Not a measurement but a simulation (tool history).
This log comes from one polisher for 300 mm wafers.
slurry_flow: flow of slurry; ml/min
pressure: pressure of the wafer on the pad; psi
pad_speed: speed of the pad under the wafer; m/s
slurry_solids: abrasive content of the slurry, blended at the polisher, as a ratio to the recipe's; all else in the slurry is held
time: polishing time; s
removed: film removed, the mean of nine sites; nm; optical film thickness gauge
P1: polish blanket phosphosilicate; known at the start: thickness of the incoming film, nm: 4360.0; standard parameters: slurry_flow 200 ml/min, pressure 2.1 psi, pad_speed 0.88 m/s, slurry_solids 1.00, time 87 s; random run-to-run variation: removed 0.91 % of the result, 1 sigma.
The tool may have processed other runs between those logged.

Run 1, hour 7.5: slurry_flow 200 ml/min, pressure 2.1 psi, pad_speed 0.88 m/s, slurry_solids 1.00, time 87 s. Result: removed 350.94 nm.
Run 2, hour 17.3: slurry_flow 125 ml/min, pressure 2.1 psi, pad_speed 0.88 m/s, slurry_solids 1.00, time 87 s. Result: removed 325.52 nm.
Run 3, hour 29.2: slurry_flow 200 ml/min, pressure 2.1 psi, pad_speed 0.88 m/s, slurry_solids 0.50, time 87 s. Result: removed 244.78 nm.
Run 4, hour 36.6: slurry_flow 200 ml/min, pressure 2.1 psi, pad_speed 0.88 m/s, slurry_solids 1.00, time 60 s. Result: removed 243.81 nm.
Run 5, hour 47.3: slurry_flow 200 ml/min, pressure 2.1 psi, pad_speed 0.88 m/s, slurry_solids 1.00, time 129 s. Result: removed 530.03 nm.
Run 6, hour 59.3: slurry_flow 315 ml/min, pressure 2.1 psi, pad_speed 0.88 m/s, slurry_solids 1.00, time 87 s. Result: removed 373.09 nm.
Run 7, hour 71.2: slurry_flow 200 ml/min, pressure 2.1 psi, pad_speed 0.88 m/s, slurry_solids 1.25, time 129 s. Result: removed 574.56 nm.
Run 8, hour 82.7: slurry_flow 200 ml/min, pressure 2.1 psi, pad_speed 0.88 m/s, slurry_solids 0.75, time 108 s. Result: removed 386.16 nm.
Run 9, hour 92.6: slurry_flow 200 ml/min, pressure 3.2 psi, pad_speed 0.88 m/s, slurry_solids 1.00, time 87 s. Result: removed 535.23 nm.
Run 10, hour 98.2: slurry_flow 200 ml/min, pressure 0.9 psi, pad_speed 0.88 m/s, slurry_solids 1.00, time 87 s. Result: removed 153.68 nm.
Run 11, hour 108.8: slurry_flow 200 ml/min, pressure 2.1 psi, pad_speed 0.88 m/s, slurry_solids 1.35, time 87 s. Result: removed 400.71 nm.
Run 12, hour 117.9: slurry_flow 200 ml/min, pressure 2.1 psi, pad_speed 0.88 m/s, slurry_solids 1.00, time 87 s. Result: removed 353.67 nm.
At hour 128.1: slurry blender recalibrated.
Run 13, hour 128.5: slurry_flow 200 ml/min, pressure 2.1 psi, pad_speed 0.88 m/s, slurry_solids 1.00, time 87 s. Result: removed 352.30 nm.
Run 14, hour 136.0: slurry_flow 200 ml/min, pressure 2.1 psi, pad_speed 0.88 m/s, slurry_solids 1.00, time 87 s. Result: removed 351.07 nm.
Run 15, hour 143.2: slurry_flow 200 ml/min, pressure 2.1 psi, pad_speed 0.40 m/s, slurry_solids 1.00, time 87 s. Result: removed 189.97 nm.
Run 16, hour 154.9: slurry_flow 120 ml/min, pressure 2.1 psi, pad_speed 0.88 m/s, slurry_solids 1.30, time 87 s. Result: removed 356.49 nm.
Run 17, hour 162.2: slurry_flow 200 ml/min, pressure 2.1 psi, pad_speed 1.38 m/s, slurry_solids 1.00, time 87 s. Result: removed 512.32 nm.
Run 18, hour 169.1: slurry_flow 200 ml/min, pressure 2.1 psi, pad_speed 0.88 m/s, slurry_solids 1.00, time 87 s. Result: removed 357.24 nm.
Run 19, hour 177.8: slurry_flow 200 ml/min, pressure 2.1 psi, pad_speed 0.88 m/s, slurry_solids 1.00, time 87 s. Result: removed 351.08 nm.
Run 20, hour 185.9: slurry_flow 200 ml/min, pressure 2.1 psi, pad_speed 0.88 m/s, slurry_solids 1.00, time 87 s. Result: removed 333.09 nm.
Run 21, hour 195.9: slurry_flow 200 ml/min, pressure 2.1 psi, pad_speed 0.88 m/s, slurry_solids 1.00, time 87 s. Result: removed 320.05 nm.
At hour 202.6: head pressure recalibrated.
At hour 205.5: slurry nozzle cleaned.
Run 22, hour 206.2: slurry_flow 200 ml/min, pressure 2.1 psi, pad_speed 0.88 m/s, slurry_solids 1.00, time 87 s. Result: removed 308.51 nm.
At hour 206.6: conditioning disc replaced and pad reconditioned.
Run 23, hour 217.5: slurry_flow 200 ml/min, pressure 2.1 psi, pad_speed 0.88 m/s, slurry_solids 1.00, time 87 s. Result: removed 309.49 nm.
Run 24, hour 224.5: slurry_flow 200 ml/min, pressure 2.1 psi, pad_speed 0.88 m/s, slurry_solids 1.00, time 87 s. Result: removed 309.23 nm.
Run 25, hour 234.9: slurry_flow 200 ml/min, pressure 2.1 psi, pad_speed 0.88 m/s, slurry_solids 1.00, time 87 s. Result: removed 310.65 nm.

What P1 gives has crept away from where it was. These 2 causes fit the log equally well, each at the size given:
A: removal rate lost through wear of the pad, % = 13.1
B: abrasive missing from the slurry, % = 24.9
Onset of the creep was near hour 177.8.
All other causes, with the reason each is excluded:
slurry flow missing at the pad, %: work on it at hour 205.5, done after the drift set in, did not restore what the process gave before
head's pressure below its setpoint, %: work on it at hour 202.6, done after the drift set in, did not restore what the process gave before
time polished since the conditioner stopped cutting, s: work on it at hour 206.6, done after the drift set in, did not restore what the process gave before

Consider the 4 check runs below, whose results appear as question marks and each of which averages 3 wafers. Which one distinguishes the causes, in that each cause would give it a clearly different result?
Run check 1, hour 245.3: slurry_flow 200 ml/min, pressure 1.0 psi, pad_speed 1.34 m/s, slurry_solids 1.00, time 87 s. Result: removed ?.
Run check 2, hour 245.3: slurry_flow 200 ml/min, pressure 2.1 psi, pad_speed 0.88 m/s, slurry_solids 0.55, time 87 s. Result: removed ?.
Run check 3, hour 245.3: slurry_flow 200 ml/min, pressure 3.2 psi, pad_speed 0.88 m/s, slurry_solids 1.00, time 87 s. Result: removed ?.
Run check 4, hour 245.3: slurry_flow 300 ml/min, pressure 2.1 psi, pad_speed 0.88 m/s, slurry_solids 1.00, time 118 s. Result: removed ?.

Outcome of each check run for each possible cause:
  check   result    if A    if B
check 1  removed  204.77  204.78
check 2  removed  223.91  214.76
check 3  removed  468.08  468.09
check 4  removed  435.58  435.59
Gap, in per cent, between the two causes that each check separates least, read from the result that separates them most: check 1 0 %; check 2 4.17 %; check 3 0 %; check 4 0 %
Of the check runs offered, only check 2 discriminates between the causes; the rest would read about the same regardless of which cause applies.

Here is what check 2 returned: removed 223.54 nm. Which cause is it?

It is A: removal rate lost through wear of the pad, %.
